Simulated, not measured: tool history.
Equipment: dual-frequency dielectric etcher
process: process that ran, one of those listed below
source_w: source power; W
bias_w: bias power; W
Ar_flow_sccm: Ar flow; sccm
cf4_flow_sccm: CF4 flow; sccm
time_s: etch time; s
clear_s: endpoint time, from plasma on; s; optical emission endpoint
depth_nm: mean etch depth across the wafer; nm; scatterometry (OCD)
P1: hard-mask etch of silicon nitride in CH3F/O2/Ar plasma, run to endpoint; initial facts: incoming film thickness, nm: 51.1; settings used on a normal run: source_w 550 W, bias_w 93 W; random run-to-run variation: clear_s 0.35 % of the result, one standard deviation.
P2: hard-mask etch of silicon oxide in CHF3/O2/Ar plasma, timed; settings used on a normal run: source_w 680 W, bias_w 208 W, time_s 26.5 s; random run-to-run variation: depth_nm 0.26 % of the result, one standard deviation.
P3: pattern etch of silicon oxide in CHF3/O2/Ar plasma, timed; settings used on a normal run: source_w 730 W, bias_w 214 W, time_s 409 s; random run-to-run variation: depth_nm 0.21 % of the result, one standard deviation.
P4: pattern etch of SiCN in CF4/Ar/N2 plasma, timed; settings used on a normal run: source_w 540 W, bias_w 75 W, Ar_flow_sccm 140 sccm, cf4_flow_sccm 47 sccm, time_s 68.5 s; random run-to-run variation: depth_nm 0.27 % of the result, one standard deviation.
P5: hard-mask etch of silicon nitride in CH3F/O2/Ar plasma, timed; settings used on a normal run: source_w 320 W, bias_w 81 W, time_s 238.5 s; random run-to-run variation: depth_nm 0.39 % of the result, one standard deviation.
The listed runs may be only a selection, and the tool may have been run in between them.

run,hour,process,source_w,bias_w,Ar_flow_sccm,cf4_flow_sccm,time_s,clear_s,depth_nm
1,4.5,P1,550,93,,,,59.779,
2,6.9,P4,540,75,113,47,68.5,,64.37
3,11.5,P3,730,146,,,409,,770.86
4,14.6,P4,350,75,140,47,68.5,,42.949
5,16.9,P1,550,93,,,,60.076,
6,20.2,P5,320,81,,,238.5,,164
7,23.8,P2,680,208,,,35,,75.767
8,26.8,P4,540,75,140,47,68.5,,62.399
9,30.3,P1,550,93,,,,59.638,
10,34.8,P4,540,75,140,66,68.5,,65.624
11,37.9,P1,680,122,,,,50.421,
12,41.2,P1,550,117,,,,54.806,
13,45.4,P1,550,93,,,,59.873,
14,49.3,P2,680,208,,,26.5,,57.179
15,52.9,P1,440,93,,,,65.009,
16,56.2,P3,730,214,,,409,,874.93
17,58.3,P2,540,208,,,26.5,,52.338
18,62.6,P1,550,93,,,,59.7,
19,66.2,P5,320,61,,,238.5,,149.06
20,68.3,P4,540,75,140,47,37.5,,34.302
21,72.1,P1,670,115,,,,51.124,
22,76.2,P1,550,74,,,,64.8,
23,80.1,P5,320,81,,,351.5,,242.65
24,84.9,P3,500,214,,,409,,757.92
25,88.7,P3,730,214,,,596,,1277.7
26,93.5,P5,320,81,,,238.5,,165.1
# hour 95.1: wet clean of the chamber
27,96.6,P1,360,130,,,,61.666,
28,101,P2,680,142,,,26.5,,50.26
29,103.9,P2,680,208,,,26.5,,57.19
30,107.8,P1,550,93,,,,59.578,
31,110.4,P5,190,81,,,238.5,,135.33
32,113,P1,700,93,,,,54.665,
33,115.4,P4,540,98,140,47,68.5,,69.18
34,119.1,P1,550,93,,,,59.982,
35,123.4,P1,550,93,,,,59.066,
36,127.8,P1,550,93,,,,59.152,
37,130.7,P1,550,93,,,,58.757,
38,135.1,P1,550,93,,,,59.17,
# hour 135.5: wet clean of the chamber
39,138.7,P1,550,93,,,,58.91,
40,142.3,P1,550,93,,,,58.282,
41,146,P1,550,93,,,,58.805,
42,150.7,P1,550,93,,,,58.68,
43,154.8,P1,550,93,,,,58.874,

The output of P1 has drifted from where it used to be. Each of the 2 causes below, taken at the size shown beside it, accounts for the log equally well:
A: bias power that arrives over what is set, % = 4.99
B: source power that arrives over what is set, % = 4.71
At approximately hour 119.1, the process output began to creep.
Why every other cause is out:
chamber walls in a state that raises the etch rate, %: maintenance at hour 135.5, after the shift began, did not return the process to its former output

Question marks stand in for the results of the 4 check runs listed below, each run on one wafer. Under which run would the listed causes show clearly different results?
check 1,158.9,P2,540,174,,,26.5,,?
check 2,158.9,P5,200,81,,,345,,?
check 3,158.9,P4,540,93,140,64,68.5,,?
check 4,158.9,P3,730,162,,,409,,?

What every check run would give for each of its results, assuming each possible cause in turn:
check,result,if A,if B
check 1,depth_nm,50.099,50.156
check 2,depth_nm,202.2,202
check 3,depth_nm,72.378,73.924
check 4,depth_nm,810.6,812.17
Smallest distance between any two causes, each pair judged by its most separating result, in per cent: check 1 0.11 %; check 2 0.1 %; check 3 2.11 %; check 4 0.19 %
The causes can be told apart only by check 3. The other checks would give nearly the same results under each of them.

With check 3 done, the readings were: depth_nm 73.799 nm. Identify which of the listed causes applies.

The cause is B: source power that arrives over what is set, %.

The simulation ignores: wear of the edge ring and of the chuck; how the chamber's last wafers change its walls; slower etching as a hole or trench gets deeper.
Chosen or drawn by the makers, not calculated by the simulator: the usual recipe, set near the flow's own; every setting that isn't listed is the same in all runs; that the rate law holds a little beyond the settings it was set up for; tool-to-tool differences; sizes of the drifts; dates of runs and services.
